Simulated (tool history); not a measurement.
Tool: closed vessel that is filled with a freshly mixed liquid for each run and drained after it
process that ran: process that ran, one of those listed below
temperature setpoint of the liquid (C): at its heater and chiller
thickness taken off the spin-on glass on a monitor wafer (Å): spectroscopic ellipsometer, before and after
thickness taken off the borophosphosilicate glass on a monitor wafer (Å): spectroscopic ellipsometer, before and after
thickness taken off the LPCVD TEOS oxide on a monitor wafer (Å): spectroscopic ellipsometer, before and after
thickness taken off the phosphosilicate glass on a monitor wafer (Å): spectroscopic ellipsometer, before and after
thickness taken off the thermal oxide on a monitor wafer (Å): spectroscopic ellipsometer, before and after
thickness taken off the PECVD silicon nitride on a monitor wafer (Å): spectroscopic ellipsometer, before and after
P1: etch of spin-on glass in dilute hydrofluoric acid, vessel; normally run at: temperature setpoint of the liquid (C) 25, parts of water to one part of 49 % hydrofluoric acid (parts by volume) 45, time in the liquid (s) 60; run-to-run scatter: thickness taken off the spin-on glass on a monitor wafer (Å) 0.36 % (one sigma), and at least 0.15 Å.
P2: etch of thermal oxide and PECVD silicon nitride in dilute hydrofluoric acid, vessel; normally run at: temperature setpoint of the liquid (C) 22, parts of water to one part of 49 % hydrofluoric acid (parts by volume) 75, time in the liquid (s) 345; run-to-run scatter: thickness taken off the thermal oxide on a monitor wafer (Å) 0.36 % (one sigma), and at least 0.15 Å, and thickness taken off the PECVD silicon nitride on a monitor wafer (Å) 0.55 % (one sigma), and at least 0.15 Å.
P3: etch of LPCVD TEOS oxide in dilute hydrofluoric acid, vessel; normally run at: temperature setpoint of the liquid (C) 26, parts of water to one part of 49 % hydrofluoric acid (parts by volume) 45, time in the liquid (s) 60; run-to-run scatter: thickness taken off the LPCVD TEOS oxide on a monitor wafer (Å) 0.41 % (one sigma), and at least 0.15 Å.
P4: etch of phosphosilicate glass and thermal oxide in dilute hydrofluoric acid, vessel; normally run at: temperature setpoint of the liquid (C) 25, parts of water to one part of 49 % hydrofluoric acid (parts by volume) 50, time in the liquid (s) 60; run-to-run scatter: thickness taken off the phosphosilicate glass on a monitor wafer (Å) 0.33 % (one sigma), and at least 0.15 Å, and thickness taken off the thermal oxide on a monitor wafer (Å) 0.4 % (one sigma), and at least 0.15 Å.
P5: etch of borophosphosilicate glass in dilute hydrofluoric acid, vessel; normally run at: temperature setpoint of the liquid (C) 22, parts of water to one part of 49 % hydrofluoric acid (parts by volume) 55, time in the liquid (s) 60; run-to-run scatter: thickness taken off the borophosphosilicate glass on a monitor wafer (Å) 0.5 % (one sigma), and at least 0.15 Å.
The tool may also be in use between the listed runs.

run	day	process that ran	temperature setpoint of the liquid (C)	parts of water to one part of 49 % hydrofluoric acid (parts by volume)	time in the liquid (s)	hours since the thermometer was replaced	hours since the hydrofluoric acid flow meter was replaced	thickness taken off the spin-on glass on a monitor wafer (Å)	thickness taken off the borophosphosilicate glass on a monitor wafer (Å)	thickness taken off the LPCVD TEOS oxide on a monitor wafer (Å)	thickness taken off the phosphosilicate glass on a monitor wafer (Å)	thickness taken off the thermal oxide on a monitor wafer (Å)	thickness taken off the PECVD silicon nitride on a monitor wafer (Å)
1	0.096	P1	25	45	60	494.2	260.3	600.23					
2	0.242	P5	17	55	60	497.7	263.8		363.06				
3	0.325	P1	29.5	45	60	499.7	265.8	716.86					
4	0.471	P1	17.5	45	60	503.2	269.3	438.17					
5	0.654	P1	25	45	30	507.6	273.7	299.22					
6	0.767	P3	26	45	90	510.3	276.4			610.19			
7	0.904	P4	25	50	30	513.6	279.7				1310.1	30.689	
8	1.083	P3	26	45	60	517.9	284			406.01			
9	1.2	P2	22	75	345	520.7	286.8					213	107.02
10	1.288	P5	22	55	30	522.8	288.9		225.17				
11	1.433	P2	18	75	345	526.3	292.4					179.01	80.986
12	1.55	P3	26	25	60	529.1	295.2			754.49			
13	1.683	P5	22	55	60	532.3	298.4		449.47				
14	1.854	P1	25	30	60	536.4	302.5	914.8					
15	2	P1	25	45	60	539.9	306	601.02					
16	2.15	P5	22	20	60	543.5	309.6		1279.8				
17	2.242	P1	25	45	60	545.7	311.8	599.22					
18	2.412	P2	22	75	345	549.8	315.9					212.44	108.85
# day 2.479: hydrofluoric acid flow meter replaced
19	2.525	P3	34	45	60	552.5	1.2			555.26			
20	2.683	P1	25	60	90	556.3	5	663.6					
21	2.808	P3	26	45	60	559.3	8			406.1			
22	2.975	P5	22	55	60	563.3	12		454.81				
23	3.062	P1	25	45	60	565.4	14.1	599.31					
24	3.221	P1	25	70	60	569.2	17.9	373.73					
25	3.312	P1	25	45	100	571.4	20.1	996.98					
26	3.496	P4	25	50	60	575.8	24.5				2636.2	61.416	
27	3.621	P4	25	25	60	578.8	27.5				5471.2	127.01	
28	3.746	P2	22	75	30	581.8	30.5					18.262	9.3389
29	3.838	P4	32.5	50	60	584	32.7				3540.4	83.161	

The next listed run, before its measurement:
30	3.979	P1	25	20	30	587.4	36.1	?					

thickness taken off the spin-on glass on a monitor wafer (Å): 699.14
